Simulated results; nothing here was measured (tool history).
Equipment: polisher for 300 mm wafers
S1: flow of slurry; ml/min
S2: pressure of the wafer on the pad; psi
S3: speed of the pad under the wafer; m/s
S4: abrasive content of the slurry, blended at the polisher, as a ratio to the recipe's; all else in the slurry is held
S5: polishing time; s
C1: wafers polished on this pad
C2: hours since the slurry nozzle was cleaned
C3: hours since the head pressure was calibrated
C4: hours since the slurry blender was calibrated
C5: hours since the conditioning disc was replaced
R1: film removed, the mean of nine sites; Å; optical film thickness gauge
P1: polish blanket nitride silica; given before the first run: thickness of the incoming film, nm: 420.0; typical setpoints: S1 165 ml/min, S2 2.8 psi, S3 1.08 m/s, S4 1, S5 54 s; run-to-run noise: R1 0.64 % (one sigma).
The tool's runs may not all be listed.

| run | day | S1 | S2 | S3 | S4 | S5 | C1 | C2 | C3 | C4 | C5 | R1 |
|---|---|---|---|---|---|---|---|---|---|---|---|---|
| 1 | 0.45 | 165 | 2.8 | 1.08 | 1 | 54 | 479 | 347.5 | 960.4 | 183.4 | 147.7 | 244.59 |
| 2 | 0.862 | 165 | 2.8 | 1.08 | 1 | 54 | 570 | 357.4 | 970.3 | 193.3 | 157.6 | 244.56 |
| 3 | 1.246 | 165 | 2.8 | 1.08 | 1 | 27 | 655 | 366.6 | 979.5 | 202.5 | 166.8 | 121.79 |
| 4 | 1.812 | 165 | 2.8 | 1.08 | 1.35 | 54 | 780 | 380.2 | 993.1 | 216.1 | 180.4 | 280.31 |
| 5 | 2.208 | 235 | 2.8 | 1.08 | 1 | 54 | 867 | 389.7 | 1002.6 | 225.6 | 189.9 | 257.99 |
| 6 | 2.488 | 105 | 2.8 | 1.08 | 1 | 54 | 928 | 396.4 | 1009.3 | 232.3 | 196.6 | 224.36 |
| 7 | 2.854 | 165 | 2.8 | 1.08 | 1 | 85 | 1009 | 405.2 | 1018.1 | 241.1 | 205.4 | 381.45 |
| 8 | 3.462 | 165 | 2.8 | 1.08 | 1 | 54 | 1143 | 419.8 | 1032.7 | 255.7 | 220 | 244.49 |
| 9 | 4.067 | 165 | 2.8 | 1.08 | 0.5 | 54 | 1277 | 434.3 | 1047.2 | 270.2 | 234.5 | 168.03 |
| 10 | 4.5 | 165 | 2.8 | 1.08 | 1 | 54 | 1372 | 444.7 | 1057.6 | 280.6 | 244.9 | 245.46 |
| 11 | 4.892 | 165 | 2.8 | 0.54 | 1 | 54 | 1459 | 454.1 | 1067 | 290 | 254.3 | 141.67 |
| 12 | 5.467 | 165 | 2.8 | 1.08 | 1 | 54 | 1585 | 467.9 | 1080.8 | 303.8 | 268.1 | 245.54 |
| 13 | 5.933 | 165 | 2.8 | 1.08 | 1 | 54 | 1688 | 479.1 | 1092 | 315 | 279.3 | 243.27 |
| 14 | 6.325 | 165 | 2.8 | 0.8 | 0.6 | 54 | 1775 | 488.5 | 1101.4 | 324.4 | 288.7 | 146.12 |
| 15 | 6.683 | 165 | 3.5 | 1.08 | 1 | 54 | 1854 | 497.1 | 1110 | 333 | 297.3 | 308.92 |
| 16 | 7.154 | 165 | 2.8 | 1.08 | 1 | 54 | 1958 | 508.4 | 1121.3 | 344.3 | 308.6 | 245.14 |
| 17 | 7.546 | 165 | 4.2 | 1.6 | 1 | 54 | 2044 | 517.8 | 1130.7 | 353.7 | 318 | 508.37 |
| 18 | 8.017 | 165 | 2.8 | 0.54 | 1 | 26 | 2148 | 529.1 | 1142 | 365 | 329.3 | 67.831 |
| 19 | 8.512 | 165 | 1.3 | 1.08 | 1 | 54 | 2257 | 541 | 1153.9 | 376.9 | 341.2 | 113.93 |
| 20 | 8.825 | 165 | 2.8 | 1.62 | 1 | 54 | 2326 | 548.5 | 1161.4 | 384.4 | 348.7 | 339.43 |
| 21 | 9.2 | 165 | 2.8 | 1.08 | 1 | 54 | 2409 | 557.5 | 1170.4 | 393.4 | 357.7 | 245.57 |
| 22 | 9.471 | 165 | 2.8 | 1.08 | 1 | 54 | 2468 | 564 | 1176.9 | 399.9 | 364.2 | 236.67 |
| 23 | 9.921 | 165 | 2.8 | 1.08 | 1 | 54 | 2568 | 574.8 | 1187.7 | 410.7 | 375 | 224.15 |
|  | 10.421 | slurry nozzle cleaned |
| 24 | 10.479 | 165 | 2.8 | 1.08 | 1 | 54 | 2691 | 1.4 | 1201.1 | 424.1 | 388.4 | 216.55 |
|  | 10.658 | head pressure recalibrated |
|  | 10.746 | conditioning disc replaced and pad reconditioned |
| 25 | 10.75 | 165 | 2.8 | 1.08 | 1 | 54 | 2750 | 7.9 | 2.3 | 430.6 | 0.1 | 215.57 |
| 26 | 11.333 | 165 | 2.8 | 1.08 | 1 | 54 | 2879 | 21.9 | 16.3 | 444.6 | 14.1 | 212.29 |
| 27 | 11.758 | 165 | 2.8 | 1.08 | 1 | 54 | 2973 | 32.1 | 26.5 | 454.8 | 24.3 | 214.1 |

What P1 gives has crept off from where it sat before. The 2 causes that follow fit the log equally well, each at the size noted:
A: abrasive missing from the slurry, % = 25.1
B: removal rate lost through wear of the pad, % = 13.2
The process output started creeping at around day 9.2.
Why every other cause is out:
slurry flow missing at the pad, %: serviced at day 10.421, which brought nothing back
head's pressure below its setpoint, %: serviced at day 10.658, which brought nothing back
time polished since the conditioner stopped cutting, s: serviced at day 10.746, which brought nothing back

Each of the check runs listed below is run on 3 wafers and reports their average, with the results left as question marks. Pick the one under which the possible causes would lead to clearly different results.
| check 1 | 12.183 | 165 | 2.2 | 1.08 | 1 | 76 |  |  |  |  |  | ? |
| check 2 | 12.183 | 130 | 2.8 | 1.08 | 0.65 | 54 |  |  |  |  |  | ? |
| check 3 | 12.183 | 225 | 2.8 | 1.08 | 1 | 54 |  |  |  |  |  | ? |
| check 4 | 12.183 | 105 | 2.8 | 1.08 | 1 | 39 |  |  |  |  |  | ? |

Predicted outcomes, by check and by cause:
| check | result | if A | if B |
|---|---|---|---|
| check 1 | R1 | 235.23 | 235.28 |
| check 2 | R1 | 158.89 | 163.88 |
| check 3 | R1 | 221.95 | 222 |
| check 4 | R1 | 140.63 | 140.66 |
Smallest distance between any two causes, each pair judged by its most separating result, in per cent: check 1 0.02 %; check 2 3.09 %; check 3 0.02 %; check 4 0.02 %
Of the check runs offered, only check 2 discriminates between the causes; the rest would read about the same regardless of which cause applies.

Then check 2 was run and gave: R1 159.48 Å. Which cause is it?

Of the candidate causes, it is A: abrasive missing from the slurry, %.
